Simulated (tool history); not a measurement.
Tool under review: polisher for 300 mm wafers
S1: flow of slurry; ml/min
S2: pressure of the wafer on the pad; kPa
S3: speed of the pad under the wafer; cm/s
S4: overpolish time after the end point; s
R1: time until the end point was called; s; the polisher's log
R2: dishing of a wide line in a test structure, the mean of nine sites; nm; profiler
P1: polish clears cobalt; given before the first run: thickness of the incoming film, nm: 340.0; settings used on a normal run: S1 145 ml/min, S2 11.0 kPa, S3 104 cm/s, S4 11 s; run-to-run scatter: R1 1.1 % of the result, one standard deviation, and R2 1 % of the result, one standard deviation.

run,hour,S1,S2,S3,S4,R1,R2
1,3.3,145,11.0,104,11,86.244,31.780
2,6.2,145,11.0,104,3,87.380,10.572
3,9.9,145,11.0,104,11,86.102,31.806
4,12.4,145,11.0,104,11,85.009,31.605
5,15.5,180,14.5,104,11,63.332,39.240
6,19.5,145,7.6,160,11,79.813,32.780
7,23.0,145,11.0,162,11,55.419,42.785
8,25.1,145,11.0,104,11,86.500,31.250
9,28.0,145,8.3,104,11,113.460,25.400
10,29.9,85,5.5,104,11,200.680,16.479
11,33.7,145,17.2,104,11,56.204,42.120
12,37.9,145,11.0,104,11,87.438,31.954
13,39.7,145,11.0,104,11,85.063,31.535
14,43.6,145,11.0,104,18,86.587,42.607
15,46.2,85,11.0,104,11,94.963,29.202
16,48.3,145,11.0,104,11,86.797,31.476
17,51.9,145,11.0,46,11,194.120,16.220

The next listed run, before its measurement:
18,55.9,185,11.0,104,11,?,?

R1: 81.985 s
R2: 32.298 nm

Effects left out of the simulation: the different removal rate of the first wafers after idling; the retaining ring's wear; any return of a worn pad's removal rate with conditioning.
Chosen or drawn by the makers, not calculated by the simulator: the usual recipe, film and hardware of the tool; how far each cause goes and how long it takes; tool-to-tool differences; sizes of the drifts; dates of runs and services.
